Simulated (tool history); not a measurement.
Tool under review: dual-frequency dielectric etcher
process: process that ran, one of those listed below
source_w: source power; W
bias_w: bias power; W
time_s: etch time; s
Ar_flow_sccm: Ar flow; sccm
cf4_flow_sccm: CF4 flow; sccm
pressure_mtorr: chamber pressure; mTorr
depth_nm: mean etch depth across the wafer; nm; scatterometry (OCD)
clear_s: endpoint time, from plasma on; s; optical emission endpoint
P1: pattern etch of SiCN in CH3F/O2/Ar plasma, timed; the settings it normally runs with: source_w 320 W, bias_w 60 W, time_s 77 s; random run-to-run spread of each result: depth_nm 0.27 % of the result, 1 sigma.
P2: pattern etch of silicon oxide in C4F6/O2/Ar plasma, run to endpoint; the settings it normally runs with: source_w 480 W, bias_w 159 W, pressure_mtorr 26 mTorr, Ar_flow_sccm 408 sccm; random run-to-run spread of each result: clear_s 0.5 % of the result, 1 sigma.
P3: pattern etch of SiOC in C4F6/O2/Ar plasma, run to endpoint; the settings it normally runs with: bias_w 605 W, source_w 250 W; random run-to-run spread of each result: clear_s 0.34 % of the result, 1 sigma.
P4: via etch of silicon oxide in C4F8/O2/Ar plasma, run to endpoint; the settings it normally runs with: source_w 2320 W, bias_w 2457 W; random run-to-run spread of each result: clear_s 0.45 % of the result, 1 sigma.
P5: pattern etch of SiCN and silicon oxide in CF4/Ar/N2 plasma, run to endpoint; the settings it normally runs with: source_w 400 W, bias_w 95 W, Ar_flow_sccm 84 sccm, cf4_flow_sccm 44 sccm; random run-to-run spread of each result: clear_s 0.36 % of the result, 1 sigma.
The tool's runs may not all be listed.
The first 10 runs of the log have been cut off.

| run | hour | process | source_w | bias_w | time_s | Ar_flow_sccm | cf4_flow_sccm | pressure_mtorr | hours since the last wet clean | hours since the last source power generator calibration | hours since the last bias power generator calibration | depth_nm | clear_s |
|---|---|---|---|---|---|---|---|---|---|---|---|---|---|
| 11 | 142.3 | P5 | 400 | 95 |  | 84 | 44 |  | 360.8 | 906 | 3008.8 |  | 20.374 |
| 12 | 153.1 | P2 | 480 | 220 |  | 408 |  | 26 | 371.6 | 916.8 | 3019.6 |  | 8.522 |
| 13 | 168.4 | P1 | 390 | 60 | 44.5 |  |  |  | 386.9 | 932.1 | 3034.9 | 15.886 |  |
| 14 | 184.2 | P1 | 320 | 60 | 77 |  |  |  | 402.7 | 947.9 | 3050.7 | 25.54 |  |
| 15 | 196.4 | P5 | 400 | 95 |  | 84 | 60 |  | 414.9 | 960.1 | 3062.9 |  | 19.452 |
| 16 | 212 | P3 | 250 | 605 |  |  |  |  | 430.5 | 975.7 | 3078.5 |  | 14.276 |
| 17 | 219.8 | P3 | 250 | 756 |  |  |  |  | 438.3 | 983.5 | 3086.3 |  | 13.148 |
| 18 | 231.8 | P1 | 320 | 60 | 101.5 |  |  |  | 450.3 | 995.5 | 3098.3 | 33.734 |  |
| 19 | 246.6 | P1 | 390 | 49 | 77 |  |  |  | 465.1 | 1010.3 | 3113.1 | 25.773 |  |
| 20 | 254.2 | P1 | 200 | 60 | 77 |  |  |  | 472.7 | 1017.9 | 3120.7 | 21.354 |  |
| 21 | 265.2 | P2 | 480 | 159 |  | 499 |  | 26 | 483.7 | 1028.9 | 3131.7 |  | 9.7023 |
| 22 | 277.5 | P5 | 400 | 95 |  | 84 | 44 |  | 496 | 1041.2 | 3144 |  | 20.314 |
| 23 | 287.6 | P4 | 2800 | 2457 |  |  |  |  | 506.1 | 1051.3 | 3154.1 |  | 132.4 |
| 24 | 296.8 | P1 | 430 | 60 | 77 |  |  |  | 515.3 | 1060.5 | 3163.3 | 28.538 |  |
| 25 | 306.2 | P2 | 680 | 159 |  | 408 |  | 26 | 524.7 | 1069.9 | 3172.7 |  | 8.2399 |
| 26 | 316.4 | P1 | 320 | 76 | 77 |  |  |  | 534.9 | 1080.1 | 3182.9 | 27.795 |  |
| 27 | 332.9 | P1 | 320 | 60 | 77 |  |  |  | 551.4 | 1096.6 | 3199.4 | 25.556 |  |
| 28 | 341 | P4 | 2320 | 2457 |  |  |  |  | 559.5 | 1104.7 | 3207.5 |  | 141.08 |
| 29 | 356.5 | P1 | 320 | 37 | 77 |  |  |  | 575 | 1120.2 | 3223 | 21.826 |  |
| 30 | 370.2 | P2 | 480 | 159 |  | 408 |  | 26 | 588.7 | 1133.9 | 3236.7 |  | 9.5218 |

What does the tool deliver on the next run?
| 31 | 386 | P2 | 480 | 159 |  | 408 |  | 35.5 | 604.5 | 1149.7 | 3252.5 |  | ? |

{"run 31": {"clear_s": 9.8465}}

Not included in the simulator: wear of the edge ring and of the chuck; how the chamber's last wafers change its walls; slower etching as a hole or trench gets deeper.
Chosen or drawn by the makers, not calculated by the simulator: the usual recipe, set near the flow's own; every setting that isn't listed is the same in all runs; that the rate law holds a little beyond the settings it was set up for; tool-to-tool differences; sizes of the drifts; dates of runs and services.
